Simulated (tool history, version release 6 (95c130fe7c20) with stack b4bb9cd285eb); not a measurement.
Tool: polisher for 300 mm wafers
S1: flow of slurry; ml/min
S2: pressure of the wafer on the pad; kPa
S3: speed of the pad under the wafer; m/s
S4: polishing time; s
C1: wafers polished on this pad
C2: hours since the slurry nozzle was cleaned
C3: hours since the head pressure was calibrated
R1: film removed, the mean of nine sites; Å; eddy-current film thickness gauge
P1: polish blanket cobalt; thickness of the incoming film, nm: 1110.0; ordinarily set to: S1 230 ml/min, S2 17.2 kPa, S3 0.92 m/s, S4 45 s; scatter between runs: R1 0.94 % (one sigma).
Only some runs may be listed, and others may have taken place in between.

run	hour	S1	S2	S3	S4	C1	C2	C3	R1
1	9.6	230	17.2	0.92	45	519	203.3	269.7	2551.9
2	17.5	230	17.2	0.42	45	595	211.2	277.6	1153
3	30.7	290	25.5	0.92	45	722	224.4	290.8	3795.1
4	42.5	230	17.2	1.32	45	836	236.2	302.6	3619.4
5	54	230	8.3	0.92	45	947	247.7	314.1	1208
6	69	230	17.2	0.92	45	1092	262.7	329.1	2545.5
7	78.3	230	17.2	0.92	65	1181	272	338.4	3648
8	94	230	17.2	0.92	45	1333	287.7	354.1	2485.4
9	101.9	230	17.2	0.92	45	1409	295.6	362	2503.6
10	114.1	230	17.2	0.92	45	1527	307.8	374.2	2517
# hour 115.5: head pressure recalibrated
11	128.3	140	17.2	0.92	45	1664	322	12.8	2332.8
12	142.4	230	17.2	0.92	22	1800	336.1	26.9	1231.8
13	151.8	230	26.9	0.92	45	1890	345.5	36.3	3951
14	159.4	310	17.2	0.92	45	1963	353.1	43.9	2591
15	172.8	230	17.2	0.92	45	2093	366.5	57.3	2520.6
16	183.4	230	17.2	0.92	45	2195	377.1	67.9	2482.4
17	191.8	230	17.2	0.92	45	2276	385.5	76.3	2429.5
18	203	230	17.2	0.92	45	2384	396.7	87.5	2417.1
19	218.7	230	17.2	0.92	45	2535	412.4	103.2	2394.6
20	230.4	230	17.2	0.92	45	2648	424.1	114.9	2393.1
# hour 240: head pressure recalibrated
21	245.5	230	17.2	0.92	45	2794	439.2	5.5	2393.4
22	261.2	230	17.2	0.92	45	2945	454.9	21.2	2393.4
23	274.2	230	17.2	0.92	45	3070	467.9	34.2	2398
24	290	230	17.2	0.92	45	3223	483.7	50	2364.2

Compared with where it was, what P1 gives has crept away. Each cause listed below fits the log as well as the rest, at the size given for it:
A: removal rate lost through wear of the pad, % = 5.59
B: slurry flow missing at the pad, % = 33.7
The drift started at roughly hour 172.8.
The rest of the possible causes, and what rules out each one:
head's pressure below its setpoint, %: serviced after onset, at hour 240, with no recovery of the prior output

Each of the check runs listed below is run on 5 wafers and reports their average, with the results left as question marks. Pick the one under which the possible causes would lead to clearly different results.
check 1	305.8	230	26.9	0.92	30				?
check 2	305.8	230	17.2	0.68	45				?
check 3	305.8	140	17.2	0.72	45				?
check 4	305.8	230	17.2	0.42	58				?

What each check would give under each cause:
check	result	if A	if B
check 1	R1	2477.8	2478
check 2	R1	1761	1761.1
check 3	R1	1734.3	1677.9
check 4	R1	1401.9	1402
Smallest distance between any two causes, each pair judged by its most separating result, in per cent: check 1 0.01 %; check 2 0.01 %; check 3 3.31 %; check 4 0.01 %
The causes can be told apart only by check 3. The other checks would give nearly the same results under each of them.

After running check 3, the following was obtained: R1 1683.9 Å. Which cause does this point to?

The cause is B: slurry flow missing at the pad, %.

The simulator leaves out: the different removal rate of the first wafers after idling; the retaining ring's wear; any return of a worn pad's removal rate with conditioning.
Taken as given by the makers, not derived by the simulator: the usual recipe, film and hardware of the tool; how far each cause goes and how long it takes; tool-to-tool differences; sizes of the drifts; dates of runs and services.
